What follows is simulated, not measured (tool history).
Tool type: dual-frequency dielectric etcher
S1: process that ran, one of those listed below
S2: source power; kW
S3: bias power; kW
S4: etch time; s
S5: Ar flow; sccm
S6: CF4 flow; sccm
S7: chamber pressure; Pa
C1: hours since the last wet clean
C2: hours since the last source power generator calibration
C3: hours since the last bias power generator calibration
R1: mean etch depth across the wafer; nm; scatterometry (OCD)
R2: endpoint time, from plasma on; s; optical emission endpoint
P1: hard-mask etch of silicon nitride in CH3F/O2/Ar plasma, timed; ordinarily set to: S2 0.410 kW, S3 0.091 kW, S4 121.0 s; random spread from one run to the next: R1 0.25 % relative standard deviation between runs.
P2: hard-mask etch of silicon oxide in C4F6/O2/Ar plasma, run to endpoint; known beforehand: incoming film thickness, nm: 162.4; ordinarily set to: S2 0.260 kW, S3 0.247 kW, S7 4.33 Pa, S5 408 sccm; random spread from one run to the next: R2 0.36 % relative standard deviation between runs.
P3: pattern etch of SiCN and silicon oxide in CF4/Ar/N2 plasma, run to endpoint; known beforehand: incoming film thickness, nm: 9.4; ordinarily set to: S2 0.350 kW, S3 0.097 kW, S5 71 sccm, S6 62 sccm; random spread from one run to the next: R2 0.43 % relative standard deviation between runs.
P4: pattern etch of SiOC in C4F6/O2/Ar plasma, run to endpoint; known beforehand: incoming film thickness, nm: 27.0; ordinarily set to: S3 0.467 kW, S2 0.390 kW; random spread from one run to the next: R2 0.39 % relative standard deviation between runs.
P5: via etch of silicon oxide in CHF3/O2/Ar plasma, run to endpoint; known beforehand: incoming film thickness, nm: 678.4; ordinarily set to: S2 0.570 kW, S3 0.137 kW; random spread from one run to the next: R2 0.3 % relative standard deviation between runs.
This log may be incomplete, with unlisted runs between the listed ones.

run	hour	S1	S2	S3	S4	S5	S6	S7	C1	C2	C3	R1	R2
1	8.9	P1	0.410	0.091	121.0				357.3	1105.0	1248.1	91.475	
2	22.4	P3	0.350	0.097		71	62		370.8	1118.5	1261.6		12.1210
3	36.8	P2	0.260	0.247		408		4.33	385.2	1132.9	1276.0		56.0950
4	52.2	P5	0.570	0.089					400.6	1148.3	1291.4		432.7400
5	63.6	P2	0.260	0.247		408		3.40	412.0	1159.7	1302.8		54.2930
# hour 68.3: bias power generator calibrated
6	75.1	P3	0.350	0.097		94	62		423.5	1171.2	6.8		12.6800
7	84.8	P1	0.410	0.091	121.0				433.2	1180.9	16.5	91.116	
8	92.5	P2	0.260	0.247		408		4.33	440.9	1188.6	24.2		55.6540
9	107.0	P1	0.410	0.091	121.0				455.4	1203.1	38.7	91.589	
10	119.3	P2	0.260	0.247		288		4.33	467.7	1215.4	51.0		53.8100
11	133.2	P1	0.410	0.055	121.0				481.6	1229.3	64.9	76.974	
12	146.7	P5	0.570	0.137					495.1	1242.8	78.4		378.8800
13	157.8	P1	0.410	0.091	153.0				506.2	1253.9	89.5	115.390	
14	171.0	P1	0.510	0.091	121.0				519.4	1267.1	102.7	99.669	
15	188.0	P1	0.410	0.091	121.0				536.4	1284.1	119.7	91.850	
16	203.3	P2	0.170	0.247		408		4.33	551.7	1299.4	135.0		65.4340
17	213.2	P1	0.410	0.108	121.0				561.6	1309.3	144.9	97.364	
18	223.5	P2	0.260	0.333		408		4.33	571.9	1319.6	155.2		50.4000
19	235.6	P5	0.790	0.137					584.0	1331.7	167.3		335.1200
20	245.7	P3	0.350	0.067		71	62		594.1	1341.8	177.4		13.8140
21	255.3	P1	0.410	0.067	76.0				603.7	1351.4	187.0	51.715	
22	271.1	P1	0.340	0.091	75.0				619.5	1367.2	202.8	52.875	
23	284.6	P1	0.410	0.091	121.0				633.0	1380.7	216.3	91.535	
24	294.7	P4	0.470	0.467					643.1	1390.8	226.4		8.8758
25	304.0	P3	0.470	0.097		71	62		652.4	1400.1	235.7		9.3886
26	319.1	P3	0.350	0.097		71	84		667.5	1415.2	250.8		11.8340
27	331.1	P1	0.410	0.091	66.5				679.5	1427.2	262.8	50.405	
# hour 348.0: source power generator calibrated
28	348.3	P1	0.410	0.069	150.0				696.7	0.4	280.0	102.830	
29	362.9	P1	0.310	0.091	121.0				711.3	15.0	294.6	82.525	
30	377.9	P4	0.390	0.467					726.3	30.0	309.6		9.4461
31	395.1	P4	0.390	0.656					743.5	47.2	326.8		8.3835
32	408.8	P1	0.410	0.091	121.0				757.2	60.9	340.5	91.698	
33	417.2	P1	0.410	0.091	121.0				765.6	69.3	348.9	91.844	
34	427.0	P1	0.410	0.091	121.0				775.4	79.1	358.7	92.002	

Predict the results of run 35:
35	442.0	P1	0.410	0.091	121.0				790.4	94.1	373.7	?	

{"run 35": {"R1": 92.052}}
